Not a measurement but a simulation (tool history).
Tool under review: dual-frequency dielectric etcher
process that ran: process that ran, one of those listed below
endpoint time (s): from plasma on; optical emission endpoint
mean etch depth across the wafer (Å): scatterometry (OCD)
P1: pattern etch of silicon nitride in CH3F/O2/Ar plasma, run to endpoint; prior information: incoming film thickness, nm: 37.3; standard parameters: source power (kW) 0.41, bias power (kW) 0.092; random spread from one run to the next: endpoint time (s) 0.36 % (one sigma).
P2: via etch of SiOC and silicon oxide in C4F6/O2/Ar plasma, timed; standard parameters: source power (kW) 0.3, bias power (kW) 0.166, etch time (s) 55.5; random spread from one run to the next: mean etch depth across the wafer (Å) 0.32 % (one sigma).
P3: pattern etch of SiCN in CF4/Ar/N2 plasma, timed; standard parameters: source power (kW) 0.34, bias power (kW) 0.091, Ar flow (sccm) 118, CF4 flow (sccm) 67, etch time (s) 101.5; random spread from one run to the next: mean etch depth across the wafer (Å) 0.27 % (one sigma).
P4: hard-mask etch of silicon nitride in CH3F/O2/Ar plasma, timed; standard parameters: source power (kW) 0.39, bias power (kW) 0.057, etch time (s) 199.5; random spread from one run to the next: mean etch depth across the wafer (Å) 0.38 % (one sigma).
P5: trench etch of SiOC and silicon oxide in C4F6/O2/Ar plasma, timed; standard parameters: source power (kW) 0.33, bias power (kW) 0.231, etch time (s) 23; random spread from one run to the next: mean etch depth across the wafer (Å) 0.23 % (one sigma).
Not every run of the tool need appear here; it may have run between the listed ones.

run,day,process that ran,source power (kW),bias power (kW),Ar flow (sccm),CF4 flow (sccm),etch time (s),hours since the last wet clean,hours since the last source power generator calibration,hours since the last bias power generator calibration,endpoint time (s),mean etch depth across the wafer (Å)
1,0.412,P1,0.41,0.092,,,,224.6,475,418.1,48.156,
2,0.958,P3,0.34,0.091,118,67,143.5,237.7,488.1,431.2,,1030.1
3,1.333,P4,0.39,0.057,,,153.5,246.7,497.1,440.2,,982.24
4,1.829,P1,0.41,0.092,,,,258.6,509,452.1,47.705,
5,2.317,P1,0.41,0.092,,,,270.3,520.7,463.8,48.112,
6,2.646,P4,0.39,0.057,,,199.5,278.2,528.6,471.7,,1281.9
7,3.167,P1,0.41,0.092,,,,290.7,541.1,484.2,48.371,
8,3.546,P3,0.34,0.059,118,67,101.5,299.8,550.2,493.3,,623.86
9,4.108,P2,0.3,0.166,,,55.5,313.3,563.7,506.8,,529.76
10,4.554,P4,0.39,0.073,,,199.5,324,574.4,517.5,,1392.2
11,4.867,P5,0.33,0.231,,,13,331.5,581.9,525,,257.73
12,5.354,P3,0.34,0.091,118,67,101.5,343.2,593.6,536.7,,727.88
13,5.746,P3,0.34,0.091,149,67,101.5,352.6,603,546.1,,704.27
14,6.2,P1,0.29,0.092,,,,363.5,613.9,557,54.686,
15,6.642,P3,0.34,0.091,118,81,101.5,374.1,624.5,567.6,,749.19
16,6.954,P2,0.3,0.166,,,76.5,381.6,632,575.1,,733.22
17,7.208,P4,0.39,0.057,,,199.5,387.7,638.1,581.2,,1274.8
18,7.521,P1,0.41,0.092,,,,395.2,645.6,588.7,48.171,
19,7.962,P1,0.41,0.125,,,,405.8,656.2,599.3,43.096,
20,8.521,P5,0.33,0.284,,,23,419.2,669.6,612.7,,489.97
21,9.025,P3,0.28,0.091,118,67,101.5,431.3,681.7,624.8,,615.82
22,9.533,P5,0.43,0.231,,,23,443.5,693.9,637,,506.42
23,9.812,P1,0.29,0.11,,,,450.2,700.6,643.7,51.398,
24,10.258,P2,0.42,0.166,,,55.5,460.9,711.3,654.4,,603.06
25,10.575,P1,0.41,0.092,,,,468.5,718.9,662,48.142,
26,10.912,P5,0.33,0.231,,,23,476.6,727,670.1,,458.18
27,11.188,P1,0.34,0.076,,,,483.2,733.6,676.7,55.366,
28,11.754,P1,0.41,0.059,,,,496.8,747.2,690.3,56.085,
29,12.2,P5,0.33,0.231,,,23,507.5,757.9,701,,457.81
30,12.458,P2,0.3,0.201,,,55.5,513.7,764.1,707.2,,568.59
31,12.971,P1,0.57,0.092,,,,526,776.4,719.5,42.641,
32,13.354,P1,0.41,0.092,,,,535.2,785.6,728.7,48.064,
33,13.65,P4,0.23,0.057,,,199.5,542.3,792.7,735.8,,1046.9
34,14.221,P1,0.41,0.092,,,,556,806.4,749.5,48.122,
35,14.508,P1,0.41,0.092,,,,562.9,813.3,756.4,48.22,
36,14.779,P1,0.41,0.092,,,,569.4,819.8,762.9,48.496,
37,15.071,P1,0.41,0.092,,,,576.4,826.8,769.9,48.972,
38,15.546,P1,0.41,0.092,,,,587.8,838.2,781.3,48.595,
39,15.958,P1,0.41,0.092,,,,597.7,848.1,791.2,49.06,
40,16.496,P1,0.41,0.092,,,,610.6,861,804.1,48.814,
# day 16.8: wet clean of the chamber
41,17.012,P1,0.41,0.092,,,,5.1,873.4,816.5,49.053,
42,17.354,P1,0.41,0.092,,,,13.3,881.6,824.7,48.9,
43,17.875,P1,0.41,0.092,,,,25.8,894.1,837.2,48.837,

Run 44 has not been measured yet. What should we expect?
44,18.45,P1,0.41,0.092,,,,39.6,907.9,851,?,

Run 44 produced endpoint time (s) 48.856.
